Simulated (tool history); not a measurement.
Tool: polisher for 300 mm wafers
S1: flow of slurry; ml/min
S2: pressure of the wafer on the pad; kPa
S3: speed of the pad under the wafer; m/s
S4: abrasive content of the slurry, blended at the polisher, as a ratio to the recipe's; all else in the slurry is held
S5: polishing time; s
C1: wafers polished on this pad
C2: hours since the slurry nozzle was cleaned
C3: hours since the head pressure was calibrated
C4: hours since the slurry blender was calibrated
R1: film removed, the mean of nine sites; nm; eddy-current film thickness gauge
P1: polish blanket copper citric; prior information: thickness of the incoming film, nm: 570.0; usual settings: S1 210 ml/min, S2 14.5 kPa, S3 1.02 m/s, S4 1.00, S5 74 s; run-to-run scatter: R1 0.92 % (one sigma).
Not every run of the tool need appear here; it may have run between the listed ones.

run   hour   S1    S2    S3    S4   S5    C1     C2     C3     C4       R1
  1   10.1  210  14.5  1.02  1.00   74   572  100.4  709.6   30.9  128.790
  2   23.6  210  22.8  1.02  1.00   74   663  113.9  723.1   44.4  200.870
      25.6  -- slurry blender recalibrated
  3   38.9  210  14.5  0.70  1.00   74   766  129.2  738.4   13.4   90.913
  4   52.2  210  14.5  1.02  1.00   74   855  142.5  751.7   26.7  128.170
  5   63.8  335  14.5  1.02  1.00   74   933  154.1  763.3   38.3  136.790
  6   76.8  210  14.5  1.02  1.00   74  1020  167.1  776.3   51.3  128.580
      81.1  -- slurry nozzle cleaned
  7   90.0  210  14.5  1.02  1.50   74  1109    9.0  789.5   64.5  144.170
  8   97.5  210  14.5  1.02  1.00   33  1159   16.5  797.0   72.0   58.071
  9  107.5  210  14.5  1.46  1.00   74  1226   26.5  807.0   82.0  184.320
 10  120.5  210  14.5  1.02  1.00   74  1313   39.5  820.0   95.0  129.860
 11  135.9  210   6.9  1.02  1.00   74  1417   54.9  835.4  110.4   64.281
 12  150.8  210  14.5  1.02  1.00  110  1517   69.8  850.3  125.3  191.280
 13  162.2  125  14.5  1.02  1.00   74  1593   81.2  861.7  136.7  119.040
 14  175.8  210  14.5  1.02  1.00   74  1684   94.8  875.3  150.3  130.520
 15  185.5  125  17.9  1.02  1.00   74  1750  104.5  885.0  160.0  145.340
 16  194.8  210  14.5  1.02  1.00   74  1812  113.8  894.3  169.3  130.230
 17  207.3  210  14.5  1.02  0.65   74  1896  126.3  906.8  181.8  118.850
 18  221.5  210  14.5  1.02  1.00   74  1991  140.5  921.0  196.0  129.150
 19  234.4  210  14.5  1.02  1.00   74  2078  153.4  933.9  208.9  129.940
 20  243.7  210  14.5  1.02  1.00   74  2140  162.7  943.2  218.2  124.930
 21  254.6  210  14.5  1.02  1.00   74  2213  173.6  954.1  229.1  123.630
     260.9  -- slurry blender recalibrated
 22  268.2  210  14.5  1.02  1.00   74  2305  187.2  967.7    7.4  122.780
 23  281.7  210  14.5  1.02  1.00   74  2395  200.7  981.2   20.9  121.600
     286.5  -- head pressure recalibrated
 24  289.6  210  14.5  1.02  1.00   74  2448  208.6    3.1   28.8  123.010
 25  302.8  210  14.5  1.02  1.00   74  2537  221.8   16.3   42.0  120.740
 26  315.4  210  14.5  1.02  1.00   74  2621  234.4   28.9   54.6  123.730
 27  324.2  210  14.5  1.02  1.00   74  2680  243.2   37.7   63.4  120.150

What P1 gives has crept off from where it sat before. The 2 causes that follow fit the log equally well, each at the size noted:
A: slurry flow missing at the pad, % = 33.6
B: removal rate lost through wear of the pad, % = 6.05
The creep began at about hour 221.5.
Other possible causes, and why each is ruled out:
head's pressure below its setpoint, %: maintenance at hour 286.5, after the shift began, did not return the process to its former output
abrasive missing from the slurry, %: maintenance at hour 260.9, after the shift began, did not return the process to its former output

You are offered 4 check runs, listed below with question marks in place of their results; each one averages 3 wafers. Which run separates the listed causes by giving clearly different results for each?
check 1  333.0  210  18.6  1.02  1.50  74                   ?
check 2  333.0  210  22.1  1.02  1.00  44                   ?
check 3  333.0  210   6.9  1.02  1.00  90                   ?
check 4  333.0  125  14.5  1.02  0.65  74                   ?

What each check would give under each cause:
  check  result     if A     if B
check 1      R1  169.970  169.960
check 2      R1  109.130  109.130
check 3      R1   73.159   73.155
check 4      R1   98.682  102.450
Per-check spread between the two closest causes, in the result where they differ most: check 1 0 %; check 2 0 %; check 3 0 %; check 4 3.75 %
Only in check 4 would the causes give clearly different results; in the remaining checks their results would be nearly the same.

Running check 4 produced the following: R1 102.260 nm. Which one of the listed causes fits?

The correct cause is B, namely: removal rate lost through wear of the pad, %.
